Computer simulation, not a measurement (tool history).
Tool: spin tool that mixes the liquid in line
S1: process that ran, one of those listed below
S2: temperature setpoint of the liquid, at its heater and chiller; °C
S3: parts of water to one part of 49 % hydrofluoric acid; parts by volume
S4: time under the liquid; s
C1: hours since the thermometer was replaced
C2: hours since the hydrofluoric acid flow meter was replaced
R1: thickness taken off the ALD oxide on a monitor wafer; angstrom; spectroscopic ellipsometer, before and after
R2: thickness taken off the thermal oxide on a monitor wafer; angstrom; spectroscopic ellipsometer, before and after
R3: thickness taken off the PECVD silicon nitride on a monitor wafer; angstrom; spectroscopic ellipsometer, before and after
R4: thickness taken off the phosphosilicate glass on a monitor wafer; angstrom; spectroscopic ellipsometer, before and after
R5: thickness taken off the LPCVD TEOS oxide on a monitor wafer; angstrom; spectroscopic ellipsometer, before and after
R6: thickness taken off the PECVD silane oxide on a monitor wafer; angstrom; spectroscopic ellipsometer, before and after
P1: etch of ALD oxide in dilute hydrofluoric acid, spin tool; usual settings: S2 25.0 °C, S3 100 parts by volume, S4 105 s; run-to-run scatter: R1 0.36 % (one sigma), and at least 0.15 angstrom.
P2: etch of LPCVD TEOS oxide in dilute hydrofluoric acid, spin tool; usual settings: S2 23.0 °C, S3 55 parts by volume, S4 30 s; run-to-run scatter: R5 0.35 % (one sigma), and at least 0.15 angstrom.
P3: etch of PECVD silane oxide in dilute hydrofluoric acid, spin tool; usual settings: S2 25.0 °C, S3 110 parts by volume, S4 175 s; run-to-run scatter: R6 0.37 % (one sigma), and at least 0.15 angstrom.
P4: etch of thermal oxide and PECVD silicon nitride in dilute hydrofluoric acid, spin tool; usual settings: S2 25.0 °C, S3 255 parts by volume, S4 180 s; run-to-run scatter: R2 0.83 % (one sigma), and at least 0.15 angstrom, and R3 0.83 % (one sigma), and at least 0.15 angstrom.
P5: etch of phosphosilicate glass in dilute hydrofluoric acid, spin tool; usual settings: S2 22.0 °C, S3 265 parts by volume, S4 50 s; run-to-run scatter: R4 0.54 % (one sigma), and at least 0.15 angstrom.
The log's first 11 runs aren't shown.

run  hour  S1    S2   S3   S4     C1      C2       R1      R2      R3  R4      R5       R6
 12  42.6  P3  17.5  110  175  420.0  1074.1                                        367.44
 13  47.0  P4  25.0  255  180  424.4  1078.5           29.478  25.298
 14  50.7  P1  25.0  100  105  428.1  1082.2  179.640
 15  52.8  P3  25.0  110  175  430.2  1084.3                                        499.24
 16  56.0  P1  25.0  100  105  433.4  1087.5  179.570
 17  60.3  P1  25.0  100  105  437.7  1091.8  179.580
 18  62.8  P1  25.0  145  105  440.2  1094.3  117.380
 19  66.1  P2  23.0   90   30  443.5  1097.6                               125.31
 20  70.1  P1  32.5  100   15  447.5  1101.6   34.104
 21  73.5  P4  25.0  255   95  450.9  1105.0           15.722  13.631
 22  76.4  P1  25.0  100  180  453.8  1107.9  307.240
 23  78.6  P3  25.0   20  175  456.0  1110.1                                       3083.20
 24  81.5  P2  23.0   55   15  458.9  1113.0                               107.25
 25  85.7  P1  25.0   40  105  463.1  1117.2  485.560
 26  90.1  P1  25.0  100   15  467.5  1121.6   25.652
 27  93.1  P4  25.0  255  180  470.5  1124.6           29.502  25.591
 28  95.4  P1  29.0  100   40  472.8  1126.9   79.886

The next listed run, before its measurement:
 29  98.7  P2  23.0  55  30  476.1  1130.2                   ?

Run 29 gave R5 213.97 angstrom.

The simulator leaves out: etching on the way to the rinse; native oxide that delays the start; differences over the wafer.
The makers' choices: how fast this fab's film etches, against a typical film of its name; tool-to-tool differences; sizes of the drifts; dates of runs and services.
